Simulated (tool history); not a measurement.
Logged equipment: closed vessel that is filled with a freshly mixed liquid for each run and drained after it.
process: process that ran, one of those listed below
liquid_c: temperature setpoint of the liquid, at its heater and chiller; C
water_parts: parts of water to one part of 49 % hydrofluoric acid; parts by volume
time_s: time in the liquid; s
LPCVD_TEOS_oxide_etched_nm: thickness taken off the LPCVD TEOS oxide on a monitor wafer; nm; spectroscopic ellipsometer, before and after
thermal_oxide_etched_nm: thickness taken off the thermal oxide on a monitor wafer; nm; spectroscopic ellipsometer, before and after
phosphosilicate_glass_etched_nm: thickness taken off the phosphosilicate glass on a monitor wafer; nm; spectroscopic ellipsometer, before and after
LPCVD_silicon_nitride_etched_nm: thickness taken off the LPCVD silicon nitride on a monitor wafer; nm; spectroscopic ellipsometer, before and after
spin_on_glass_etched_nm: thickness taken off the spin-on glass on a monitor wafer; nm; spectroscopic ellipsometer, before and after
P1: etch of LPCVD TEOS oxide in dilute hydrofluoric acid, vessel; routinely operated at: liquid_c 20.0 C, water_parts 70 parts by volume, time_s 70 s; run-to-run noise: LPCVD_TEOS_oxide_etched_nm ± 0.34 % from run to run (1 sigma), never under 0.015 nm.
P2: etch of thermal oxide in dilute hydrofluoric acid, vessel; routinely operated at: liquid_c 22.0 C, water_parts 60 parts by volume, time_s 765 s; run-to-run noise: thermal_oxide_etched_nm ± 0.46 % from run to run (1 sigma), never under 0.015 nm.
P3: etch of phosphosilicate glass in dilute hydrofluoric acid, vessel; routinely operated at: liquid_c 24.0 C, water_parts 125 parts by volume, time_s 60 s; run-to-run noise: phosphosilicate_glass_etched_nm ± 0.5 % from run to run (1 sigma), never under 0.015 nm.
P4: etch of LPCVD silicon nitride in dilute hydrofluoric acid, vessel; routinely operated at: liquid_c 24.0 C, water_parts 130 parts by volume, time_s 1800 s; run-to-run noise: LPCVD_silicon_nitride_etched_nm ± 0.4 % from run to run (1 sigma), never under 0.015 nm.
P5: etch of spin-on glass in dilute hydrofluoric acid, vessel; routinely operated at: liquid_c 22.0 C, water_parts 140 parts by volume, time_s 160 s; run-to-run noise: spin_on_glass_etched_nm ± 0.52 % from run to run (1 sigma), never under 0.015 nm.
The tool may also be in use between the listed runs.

run,hour,process,liquid_c,water_parts,time_s,LPCVD_TEOS_oxide_etched_nm,thermal_oxide_etched_nm,phosphosilicate_glass_etched_nm,LPCVD_silicon_nitride_etched_nm,spin_on_glass_etched_nm
1,5.6,P1,20.0,70,70,32.244,,,,
2,11.2,P2,22.0,60,40,,2.9668,,,
3,16.0,P1,20.0,130,70,16.181,,,,
4,20.9,P3,24.0,125,110,,,167.770,,
5,29.6,P1,20.0,70,125,57.507,,,,
6,36.9,P1,20.0,20,70,120.130,,,,
7,41.9,P1,20.0,70,70,32.280,,,,
8,52.1,P3,28.0,125,60,,,105.880,,
9,59.3,P4,24.0,130,1800,,,,7.9153,
10,65.1,P4,24.0,235,1800,,,,4.3530,
11,71.8,P1,20.0,70,70,32.169,,,,
12,82.2,P5,26.5,140,160,,,,,47.678
13,88.4,P5,22.0,200,160,,,,,26.338
14,98.4,P1,28.0,70,70,44.767,,,,
15,108.0,P5,22.0,140,160,,,,,40.086
16,117.3,P3,24.0,175,60,,,61.347,,
17,123.1,P1,20.0,70,70,32.220,,,,
18,132.1,P2,22.0,85,765,,39.2800,,,
19,137.9,P5,22.0,140,90,,,,,22.731
20,148.5,P2,18.0,60,765,,48.4920,,,
21,156.9,P5,22.0,140,160,,,,,40.139
22,162.2,P2,22.0,60,765,,57.0520,,,
23,172.6,P2,22.0,60,765,,56.9760,,,
24,179.0,P3,24.0,125,60,,,91.327,,
25,184.7,P3,24.0,125,60,,,90.981,,
26,193.4,P1,20.0,70,30,13.761,,,,
27,200.2,P1,20.0,70,70,32.464,,,,
28,208.0,P4,19.5,130,1800,,,,5.7907,
29,212.9,P1,20.0,40,30,25.053,,,,
30,222.9,P1,17.0,70,70,28.317,,,,
31,229.5,P4,24.0,130,2995,,,,13.1410,
32,236.8,P1,20.0,70,70,32.480,,,,
33,242.9,P1,20.0,70,70,32.318,,,,
34,250.4,P1,20.0,70,70,30.919,,,,
35,258.6,P1,20.0,70,70,29.987,,,,
36,268.8,P1,20.0,70,70,29.768,,,,
37,277.3,P1,20.0,70,70,29.581,,,,
38,287.1,P1,20.0,70,70,29.392,,,,
39,291.8,P1,20.0,70,70,29.409,,,,

What P1 gives has crept off from where it sat before. The 2 causes that follow fit the log equally well, each at the size noted:
A: liquid colder than its thermometer reads (K) = 2.26
B: hydrofluoric acid flow below the setpoint (%) = 8.4
Onset of the creep was near hour 242.9.

Of the 4 check runs listed below, each run on one wafer and each result written as a question mark, which would let you distinguish the listed causes because they would give clearly different results?
check 1,296.5,P5,22.0,140,160,,,,,?
check 2,296.5,P2,22.0,60,765,,?,,,
check 3,296.5,P4,24.0,130,1800,,,,?,
check 4,296.5,P3,24.0,125,60,,,?,,

Check results expected under each cause:
check,result,if A,if B
check 1,spin_on_glass_etched_nm,36.875,36.432
check 2,thermal_oxide_etched_nm,52.1000,52.1070
check 3,LPCVD_silicon_nitride_etched_nm,6.8088,7.2420
check 4,phosphosilicate_glass_etched_nm,83.832,82.809
Per check, the gap between the least separated pair of causes, taken in the result that splits them most: check 1 1.21 %; check 2 0.01 %; check 3 6.17 %; check 4 1.23 %
Only check 3 tells the causes apart: in the others they would give nearly the same result.

After running check 3, the following was obtained: LPCVD_silicon_nitride_etched_nm 7.1831 nm. Which cause does this point to?

It is B: hydrofluoric acid flow below the setpoint (%).
